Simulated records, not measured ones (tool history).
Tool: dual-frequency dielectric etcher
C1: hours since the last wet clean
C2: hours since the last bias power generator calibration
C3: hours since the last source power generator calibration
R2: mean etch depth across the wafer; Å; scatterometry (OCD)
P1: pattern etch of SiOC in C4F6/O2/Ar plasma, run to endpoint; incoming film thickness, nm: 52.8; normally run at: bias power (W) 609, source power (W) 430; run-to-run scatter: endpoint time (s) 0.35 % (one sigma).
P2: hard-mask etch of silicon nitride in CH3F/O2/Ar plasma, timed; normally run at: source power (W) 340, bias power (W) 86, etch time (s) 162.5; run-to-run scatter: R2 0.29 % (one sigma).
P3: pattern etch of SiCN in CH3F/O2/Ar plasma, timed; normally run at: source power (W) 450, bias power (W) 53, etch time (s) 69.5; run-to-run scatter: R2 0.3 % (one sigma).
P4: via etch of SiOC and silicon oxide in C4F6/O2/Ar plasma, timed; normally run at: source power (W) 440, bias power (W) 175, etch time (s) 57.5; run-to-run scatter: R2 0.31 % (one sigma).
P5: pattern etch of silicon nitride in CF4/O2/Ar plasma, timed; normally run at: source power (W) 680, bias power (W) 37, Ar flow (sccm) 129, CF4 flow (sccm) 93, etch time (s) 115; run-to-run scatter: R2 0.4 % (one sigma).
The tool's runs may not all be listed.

Run 1, hour 8.3: process that ran P1, bias power (W) 609, source power (W) 430; C1 318.6; C2 1514; C3 3160.7. Result: endpoint time (s) 16.444.
Run 2, hour 22.7: process that ran P5, bias power (W) 37, source power (W) 400, Ar flow (sccm) 129, CF4 flow (sccm) 93, etch time (s) 115; C1 333; C2 1528.4; C3 3175.1. Result: R2 1523.9 Å.
Run 3, hour 40.7: process that ran P2, bias power (W) 86, source power (W) 340, etch time (s) 206.5; C1 351; C2 1546.4; C3 3193.1. Result: R2 1459.7 Å.
Run 4, hour 59.1: process that ran P5, bias power (W) 45, source power (W) 680, Ar flow (sccm) 129, CF4 flow (sccm) 93, etch time (s) 115; C1 369.4; C2 1564.8; C3 3211.5. Result: R2 2609.3 Å.
Run 5, hour 70.3: process that ran P1, bias power (W) 845, source power (W) 430; C1 380.6; C2 1576; C3 3222.7. Result: endpoint time (s) 14.446.
Run 6, hour 83: process that ran P1, bias power (W) 609, source power (W) 610; C1 393.3; C2 1588.7; C3 3235.4. Result: endpoint time (s) 14.444.
Run 7, hour 91.1: process that ran P1, bias power (W) 609, source power (W) 430; C1 401.4; C2 1596.8; C3 3243.5. Result: endpoint time (s) 16.4.
Run 8, hour 104.3: process that ran P1, bias power (W) 609, source power (W) 430; C1 414.6; C2 1610; C3 3256.7. Result: endpoint time (s) 16.371.
At hour 109: source power generator calibrated.
Run 9, hour 121.6: process that ran P1, bias power (W) 609, source power (W) 310; C1 431.9; C2 1627.3; C3 12.6. Result: endpoint time (s) 18.557.
Run 10, hour 140: process that ran P4, bias power (W) 175, source power (W) 440, etch time (s) 79.5; C1 450.3; C2 1645.7; C3 31. Result: R2 884.4 Å.
Run 11, hour 155: process that ran P3, bias power (W) 53, source power (W) 450, etch time (s) 51.5; C1 465.3; C2 1660.7; C3 46. Result: R2 176.03 Å.
Run 12, hour 164.7: process that ran P2, bias power (W) 86, source power (W) 340, etch time (s) 162.5; C1 475; C2 1670.4; C3 55.7. Result: R2 1150.8 Å.
Run 13, hour 173: process that ran P3, bias power (W) 53, source power (W) 450, etch time (s) 69.5; C1 483.3; C2 1678.7; C3 64. Result: R2 237.63 Å.
Run 14, hour 182.6: process that ran P5, bias power (W) 37, source power (W) 680, Ar flow (sccm) 129, CF4 flow (sccm) 93, etch time (s) 163.5; C1 492.9; C2 1688.3; C3 73.6. Result: R2 3484.9 Å.
Run 15, hour 197.6: process that ran P4, bias power (W) 175, source power (W) 300, etch time (s) 57.5; C1 507.9; C2 1703.3; C3 88.6. Result: R2 549.01 Å.
Run 16, hour 212.5: process that ran P4, bias power (W) 175, source power (W) 440, etch time (s) 57.5; C1 522.8; C2 1718.2; C3 103.5. Result: R2 639.25 Å.
Run 17, hour 220.9: process that ran P5, bias power (W) 37, source power (W) 680, Ar flow (sccm) 129, CF4 flow (sccm) 93, etch time (s) 115; C1 531.2; C2 1726.6; C3 111.9. Result: R2 2439.7 Å.
Run 18, hour 232.9: process that ran P1, bias power (W) 609, source power (W) 430; C1 543.2; C2 1738.6; C3 123.9. Result: endpoint time (s) 16.457.
Run 19, hour 249.6: process that ran P1, bias power (W) 732, source power (W) 280; C1 559.9; C2 1755.3; C3 140.6. Result: endpoint time (s) 17.875.
Run 20, hour 261.3: process that ran P3, bias power (W) 53, source power (W) 450, etch time (s) 69.5; C1 571.6; C2 1767; C3 152.3. Result: R2 238.47 Å.
Run 21, hour 270.5: process that ran P4, bias power (W) 112, source power (W) 440, etch time (s) 57.5; C1 580.8; C2 1776.2; C3 161.5. Result: R2 559.35 Å.
Run 22, hour 287.8: process that ran P1, bias power (W) 609, source power (W) 430; C1 598.1; C2 1793.5; C3 178.8. Result: endpoint time (s) 16.344.
Run 23, hour 299.2: process that ran P2, bias power (W) 86, source power (W) 400, etch time (s) 162.5; C1 609.5; C2 1804.9; C3 190.2. Result: R2 1226 Å.
Run 24, hour 308.2: process that ran P3, bias power (W) 53, source power (W) 540, etch time (s) 69.5; C1 618.5; C2 1813.9; C3 199.2. Result: R2 255.71 Å.
Run 25, hour 323.8: process that ran P1, bias power (W) 442, source power (W) 430; C1 634.1; C2 1829.5; C3 214.8. Result: endpoint time (s) 18.439.
At hour 337.5: bias power generator calibrated.
Run 26, hour 341.1: process that ran P1, bias power (W) 609, source power (W) 430; C1 651.4; C2 3.6; C3 232.1. Result: endpoint time (s) 16.446.
Run 27, hour 354.7: process that ran P5, bias power (W) 37, source power (W) 680, Ar flow (sccm) 129, CF4 flow (sccm) 62, etch time (s) 115; C1 665; C2 17.2; C3 245.7. Result: R2 2256.5 Å.
Run 28, hour 368.2: process that ran P5, bias power (W) 37, source power (W) 680, Ar flow (sccm) 84, CF4 flow (sccm) 93, etch time (s) 115; C1 678.5; C2 30.7; C3 259.2. Result: R2 2599.1 Å.
Run 29, hour 384.6: process that ran P3, bias power (W) 36, source power (W) 450, etch time (s) 69.5; C1 694.9; C2 47.1; C3 275.6. Result: R2 212.8 Å.
Run 30, hour 398.5: process that ran P5, bias power (W) 37, source power (W) 680, Ar flow (sccm) 129, CF4 flow (sccm) 93, etch time (s) 115; C1 708.8; C2 61; C3 289.5. Result: R2 2441.1 Å.
Run 31, hour 413.9: process that ran P4, bias power (W) 175, source power (W) 440, etch time (s) 57.5; C1 724.2; C2 76.4; C3 304.9. Result: R2 637.16 Å.
Run 32, hour 425.5: process that ran P1, bias power (W) 761, source power (W) 260; C1 735.8; C2 88; C3 316.5. Result: endpoint time (s) 18.133.
Run 33, hour 435.2: process that ran P2, bias power (W) 68, source power (W) 340, etch time (s) 162.5; C1 745.5; C2 97.7; C3 326.2. Result: R2 1062.4 Å.
Run 34, hour 452.3: process that ran P1, bias power (W) 609, source power (W) 430; C1 762.6; C2 114.8; C3 343.3. Result: endpoint time (s) 16.359.
Run 35, hour 464.7: process that ran P1, bias power (W) 609, source power (W) 430; C1 775; C2 127.2; C3 355.7. Result: endpoint time (s) 16.319.
Run 36, hour 474.9: process that ran P1, bias power (W) 609, source power (W) 430; C1 785.2; C2 137.4; C3 365.9. Result: endpoint time (s) 16.238.
At hour 484.5: wet clean of the chamber.
Run 37, hour 486.3: process that ran P1, bias power (W) 609, source power (W) 430; C1 1.9; C2 148.8; C3 377.3. Result: endpoint time (s) 16.168.
Run 38, hour 505: process that ran P1, bias power (W) 609, source power (W) 430; C1 20.6; C2 167.5; C3 396. Result: endpoint time (s) 16.11.
Run 39, hour 515.5: process that ran P1, bias power (W) 609, source power (W) 430; C1 31.1; C2 178; C3 406.5. Result: endpoint time (s) 16.241.

The next listed run, before its measurement:
Run 40, hour 530.7: process that ran P1, bias power (W) 609, source power (W) 430; C1 46.3; C2 193.2; C3 421.7. Result: endpoint time (s) ?.

Run 40 gave endpoint time (s) 16.145.
